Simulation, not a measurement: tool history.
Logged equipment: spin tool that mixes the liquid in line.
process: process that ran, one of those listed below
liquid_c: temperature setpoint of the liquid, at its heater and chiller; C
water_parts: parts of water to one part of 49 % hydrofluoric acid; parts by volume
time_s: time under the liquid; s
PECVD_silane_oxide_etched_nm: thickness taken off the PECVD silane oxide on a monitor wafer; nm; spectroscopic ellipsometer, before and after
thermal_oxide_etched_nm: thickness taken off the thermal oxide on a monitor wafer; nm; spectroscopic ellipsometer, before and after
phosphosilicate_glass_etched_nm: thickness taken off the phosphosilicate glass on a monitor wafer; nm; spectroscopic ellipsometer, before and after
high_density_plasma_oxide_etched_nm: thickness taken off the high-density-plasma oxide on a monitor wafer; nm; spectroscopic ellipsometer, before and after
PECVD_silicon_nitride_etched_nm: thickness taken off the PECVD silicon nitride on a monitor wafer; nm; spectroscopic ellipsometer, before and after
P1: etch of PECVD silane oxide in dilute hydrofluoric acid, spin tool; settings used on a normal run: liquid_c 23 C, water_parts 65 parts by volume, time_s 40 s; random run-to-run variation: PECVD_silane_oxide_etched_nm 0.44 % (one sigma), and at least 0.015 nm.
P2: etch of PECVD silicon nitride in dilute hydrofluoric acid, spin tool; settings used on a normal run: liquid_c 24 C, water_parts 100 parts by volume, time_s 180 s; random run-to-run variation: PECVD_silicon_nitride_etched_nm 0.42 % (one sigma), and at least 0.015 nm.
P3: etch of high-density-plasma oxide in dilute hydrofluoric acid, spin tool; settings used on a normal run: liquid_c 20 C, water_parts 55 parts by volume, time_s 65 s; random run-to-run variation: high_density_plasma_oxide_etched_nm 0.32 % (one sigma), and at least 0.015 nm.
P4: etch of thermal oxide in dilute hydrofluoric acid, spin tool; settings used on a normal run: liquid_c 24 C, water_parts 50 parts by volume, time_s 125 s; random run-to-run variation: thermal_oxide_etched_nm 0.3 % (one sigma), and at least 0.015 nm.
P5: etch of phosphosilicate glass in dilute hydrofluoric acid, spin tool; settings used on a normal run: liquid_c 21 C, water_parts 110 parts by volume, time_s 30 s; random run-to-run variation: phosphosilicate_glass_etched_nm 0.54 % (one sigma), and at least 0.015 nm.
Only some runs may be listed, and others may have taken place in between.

run	hour	process	liquid_c	water_parts	time_s	hours since the thermometer was replaced	hours since the hydrofluoric acid flow meter was replaced	PECVD_silane_oxide_etched_nm	thermal_oxide_etched_nm	phosphosilicate_glass_etched_nm	high_density_plasma_oxide_etched_nm	PECVD_silicon_nitride_etched_nm
1	14.6	P1	23	65	40	2243.2	1144.6	31.047				
2	28.1	P4	24	50	205	2256.7	1158.1		20.289			
3	36.8	P1	23	65	40	2265.4	1166.8	31.006				
4	44.1	P1	23	65	40	2272.7	1174.1	31.073				
5	55.2	P5	28	110	30	2283.8	1185.2			18.887		
6	66.8	P4	24	50	125	2295.4	1196.8		12.414			
7	80	P5	21	110	30	2308.6	1210			14.411		
8	92	P1	18	65	40	2320.6	1222	24.999				
9	107	P4	19.5	50	125	2335.6	1237		10.236			
10	116.8	P5	21	185	30	2345.4	1246.8			7.8798		
11	131.5	P1	23	65	60	2360.1	1261.5	46.68				
12	140.1	P5	21	110	15	2368.7	1270.1			7.1716		
13	151.7	P1	23	65	40	2380.3	1281.7	31.214				
14	164.3	P1	23	65	40	2392.9	1294.3	31.054				
15	173.4	P1	27.5	65	40	2402	1303.4	37.272				
16	186.2	P3	20	55	65	2414.8	1316.2				6.8153	
17	193.6	P2	24	100	95	2422.2	1323.6					3.3743
18	202.3	P3	24	55	65	2430.9	1332.3				8.077	
19	211.6	P3	20	55	15	2440.2	1341.6				1.5826	
20	219	P2	24	100	180	2447.6	1349					6.4571
21	228.3	P1	23	85	15	2456.9	1358.3	8.6441				
22	237.4	P1	23	110	65	2466	1367.4	28.214				
23	248.2	P1	23	65	40	2476.8	1378.2	31.267				
24	262.7	P3	20	100	65	2491.3	1392.7				3.5792	
25	275.5	P2	17	100	180	2504.1	1405.5					4.0169
26	286.3	P2	24	140	180	2514.9	1416.3					4.6363
27	299	P4	24	20	125	2527.6	1429		32.276			
28	311.9	P1	23	65	15	2540.5	1441.9	11.573				
29	323.9	P1	23	110	40	2552.5	1453.9	17.406				
30	336.4	P1	23	65	40	2565	1466.4	31.146				
31	346.3	P1	23	20	40	2574.9	1476.3	107.77				
32	356.2	P1	23	65	40	2584.8	1486.2	31				
33	371.1	P1	23	65	40	2599.7	1501.1	30.075				
34	384.4	P1	23	65	40	2613	1514.4	29.497				
35	394.4	P1	23	65	40	2623	1524.4	29.273				
36	403.6	P1	23	65	40	2632.2	1533.6	29.039				
37	419.1	P1	23	65	40	2647.7	1549.1	28.868				
38	427.9	P1	23	65	40	2656.5	1557.9	28.926				
39	437.9	P1	23	65	40	2666.5	1567.9	28.979				
40	450.6	P1	23	65	40	2679.2	1580.6	28.82				

P1 no longer gives what it gave before; its output has crept away from where it was. The following 2 causes, each at its listed size, fit the log equally well:
A: liquid colder than its thermometer reads (K) = 1.85
B: hydrofluoric acid flow below the setpoint (%) = 6.78
The onset of the drift is placed at about hour 356.2.

Below are 4 check runs, each on a single wafer, with their results shown as question marks. Which of them would tell the listed causes apart, meaning the causes would give clearly different results under it?
check 1	463.3	P2	24	100	180							?
check 2	463.3	P5	21	110	30					?		
check 3	463.3	P3	20	55	65						?	
check 4	463.3	P4	24	50	125				?			

Expected result of each check under each candidate cause:
check	result	if A	if B
check 1	PECVD_silicon_nitride_etched_nm	5.6839	5.9965
check 2	phosphosilicate_glass_etched_nm	13.316	13.267
check 3	high_density_plasma_oxide_etched_nm	6.2854	6.31
check 4	thermal_oxide_etched_nm	11.463	11.481
Per check, the gap between the least separated pair of causes, taken in the result that splits them most: check 1 5.35 %; check 2 0.37 %; check 3 0.39 %; check 4 0.16 %
The other checks would show nearly matching results whichever cause is true, so check 1 is the only one that separates the causes.

Check 1 was then run and gave: PECVD_silicon_nitride_etched_nm 5.9877 nm. Which cause is it?

Of the candidate causes, it is B: hydrofluoric acid flow below the setpoint (%).

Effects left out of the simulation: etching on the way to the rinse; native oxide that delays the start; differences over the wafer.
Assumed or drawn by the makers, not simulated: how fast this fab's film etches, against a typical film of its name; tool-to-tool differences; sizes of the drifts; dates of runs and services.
